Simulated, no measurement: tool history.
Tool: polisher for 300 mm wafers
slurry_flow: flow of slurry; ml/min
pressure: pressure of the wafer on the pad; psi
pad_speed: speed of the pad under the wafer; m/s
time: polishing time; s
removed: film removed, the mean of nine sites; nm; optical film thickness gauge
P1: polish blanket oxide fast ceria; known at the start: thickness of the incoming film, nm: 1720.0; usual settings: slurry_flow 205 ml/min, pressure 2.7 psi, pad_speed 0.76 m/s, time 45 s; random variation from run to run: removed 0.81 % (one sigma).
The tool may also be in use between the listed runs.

run   hour  slurry_flow  pressure  pad_speed  time  wafers polished on this pad  hours since the slurry nozzle was cleaned  hours since the head pressure was calibrated  removed
  1   15.5          205       2.7       0.76    45                          948                                      343.3                                         290.3   596.76
  2   25.4          205       2.7       0.76    45                         1046                                      353.2                                         300.2   604.67
  3   38.0          205       2.7       0.76    45                         1171                                      365.8                                         312.8   598.09
  4   47.3          205       2.7       0.76    61                         1263                                      375.1                                         322.1   819.51
  5   55.8          310       2.7       0.76    45                         1347                                      383.6                                         330.6   621.33
  6   70.8          205       2.7       0.76    45                         1496                                      398.6                                         345.6   598.79
  7   83.1          205       2.7       1.04    23                         1618                                      410.9                                         357.9   415.80
  8   98.6          205       2.7       0.50    45                         1771                                      426.4                                         373.4   392.97
  9  111.3          205       2.7       1.06    45                         1897                                      439.1                                         386.1   833.91
 10  125.3          205       4.1       0.76    45                         2036                                      453.1                                         400.1   909.82
 11  132.4          125       2.7       0.76    45                         2106                                      460.2                                         407.2   556.72
 12  146.1          205       1.3       0.76    45                         2242                                      473.9                                         420.9   287.65
 13  157.3          205       2.7       0.76    45                         2353                                      485.1                                         432.1   595.65
 14  171.2          205       2.7       0.76    20                         2491                                      499.0                                         446.0   265.77
 15  180.4          205       2.7       0.76    45                         2582                                      508.2                                         455.2   601.96
 16  189.5          205       2.7       0.76    45                         2672                                      517.3                                         464.3   592.23
 17  201.1          205       2.7       0.76    45                         2787                                      528.9                                         475.9   579.42
 18  210.7          205       2.7       0.76    45                         2882                                      538.5                                         485.5   571.17
 19  224.4          205       2.7       0.76    45                         3018                                      552.2                                         499.2   561.72

Forecast run 20:
 20  231.7          205       2.7       0.76    45                         3090                                      559.5                                         506.5        ?

{"run 20": {"removed": 563.3}}
